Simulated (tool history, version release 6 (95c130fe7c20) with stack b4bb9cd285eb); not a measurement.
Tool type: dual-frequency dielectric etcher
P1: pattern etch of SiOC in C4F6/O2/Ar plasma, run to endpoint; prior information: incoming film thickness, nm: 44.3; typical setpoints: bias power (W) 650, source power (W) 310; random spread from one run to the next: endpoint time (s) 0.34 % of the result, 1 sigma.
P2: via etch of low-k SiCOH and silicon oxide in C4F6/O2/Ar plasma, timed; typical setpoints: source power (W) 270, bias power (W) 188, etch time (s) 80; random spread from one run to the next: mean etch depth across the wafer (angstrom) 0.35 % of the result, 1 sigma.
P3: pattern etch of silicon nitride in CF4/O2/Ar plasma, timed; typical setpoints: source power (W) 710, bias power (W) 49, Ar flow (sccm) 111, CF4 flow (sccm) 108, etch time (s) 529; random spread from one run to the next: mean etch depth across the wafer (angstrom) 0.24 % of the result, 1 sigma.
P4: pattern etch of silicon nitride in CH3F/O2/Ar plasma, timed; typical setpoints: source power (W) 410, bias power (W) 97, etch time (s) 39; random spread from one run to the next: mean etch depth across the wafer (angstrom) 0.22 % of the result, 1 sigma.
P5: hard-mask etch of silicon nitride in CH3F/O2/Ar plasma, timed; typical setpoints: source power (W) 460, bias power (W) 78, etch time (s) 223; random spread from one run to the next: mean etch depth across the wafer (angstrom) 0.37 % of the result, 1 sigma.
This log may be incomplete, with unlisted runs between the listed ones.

run,hour,process that ran,bias power (W),source power (W),etch time (s),Ar flow (sccm),CF4 flow (sccm),endpoint time (s),mean etch depth across the wafer (angstrom)
1,2.7,P1,650,310,,,,14.547,
2,6.5,P5,78,460,286.5,,,,2185.7
3,10.1,P4,97,410,39,,,,306.43
4,14.9,P3,61,710,529,111,108,,15206
5,18.4,P4,97,560,39,,,,342.88
6,21.4,P4,97,410,39,,,,304.88
7,23.9,P4,97,410,57.5,,,,450.69
8,28,P2,188,270,80,,,,1934
9,32.9,P1,650,410,,,,13.191,
10,36.8,P4,121,410,39,,,,331.8
11,41,P3,49,710,735.5,111,108,,19496
12,45.1,P1,421,420,,,,15.371,
13,49,P1,650,310,,,,14.571,
14,52.9,P1,405,310,,,,17.353,
15,56.9,P3,49,710,529,111,108,,14009
16,59.7,P5,78,460,223,,,,1699.7
17,64.8,P1,650,310,,,,14.655,
18,68.8,P2,188,270,103.5,,,,2496.7
19,73.1,P3,49,460,529,111,108,,9589.2
20,76.4,P1,650,190,,,,17.328,
21,79.6,P3,49,710,529,74,108,,14670
22,82.2,P2,122,270,80,,,,1677.5
23,84.5,P1,650,310,,,,14.552,
24,87.9,P1,650,310,,,,14.502,
25,90.2,P5,78,610,223,,,,1889.8
26,93.6,P2,188,380,80,,,,2201.4
27,98.4,P1,821,310,,,,13.344,
28,101,P1,482,380,,,,15.114,
29,105.5,P3,49,710,529,111,68,,13174
30,108.3,P5,105,460,223,,,,1895.7
31,112.5,P1,456,400,,,,15.066,
32,115.4,P1,650,310,,,,14.524,
33,118.2,P1,650,310,,,,14.671,
34,120.5,P1,650,310,,,,14.678,
# hour 123.8: wet clean of the chamber
35,124.1,P1,650,310,,,,14.758,
36,127.5,P1,650,310,,,,14.788,
37,130.6,P1,650,310,,,,14.799,
38,135.1,P1,650,310,,,,14.694,
39,138.5,P1,650,310,,,,14.868,

The log shows P1 creeping away from where it was. Any of the 2 causes listed here, at the size stated for it, fits the log just as well as the others:
A: source power that arrives under what is set, % = 4.62
B: bias power that arrives under what is set, % = 4.31
The creep began at about hour 115.4.
What rules out each remaining cause:
chamber walls in a state that lowers the etch rate, %: serviced at hour 123.8, which brought nothing back

Which of the 4 check runs listed below separates the causes, so that each cause would produce a clearly different result? Each run uses one wafer, and its results are marked with question marks.
check 1,141.9,P2,138,270,94,,,,?
check 2,141.9,P4,97,510,56.5,,,,?
check 3,141.9,P3,49,480,726,111,108,,?
check 4,141.9,P5,78,540,223,,,,?

What each check would give under each cause:
check,result,if A,if B
check 1,mean etch depth across the wafer (angstrom),2012.7,2023
check 2,mean etch depth across the wafer (angstrom),471.29,472.22
check 3,mean etch depth across the wafer (angstrom),13140,13469
check 4,mean etch depth across the wafer (angstrom),1779,1784.3
How far apart the two closest causes lie, in the result that separates them most: check 1 0.51 %; check 2 0.2 %; check 3 2.47 %; check 4 0.3 %
Check 3 tells the causes apart: in the others they would give nearly the same result.

Running check 3 produced the following: mean etch depth across the wafer (angstrom) 13132. Which one of the listed causes fits?

It was cause A: source power that arrives under what is set, %.

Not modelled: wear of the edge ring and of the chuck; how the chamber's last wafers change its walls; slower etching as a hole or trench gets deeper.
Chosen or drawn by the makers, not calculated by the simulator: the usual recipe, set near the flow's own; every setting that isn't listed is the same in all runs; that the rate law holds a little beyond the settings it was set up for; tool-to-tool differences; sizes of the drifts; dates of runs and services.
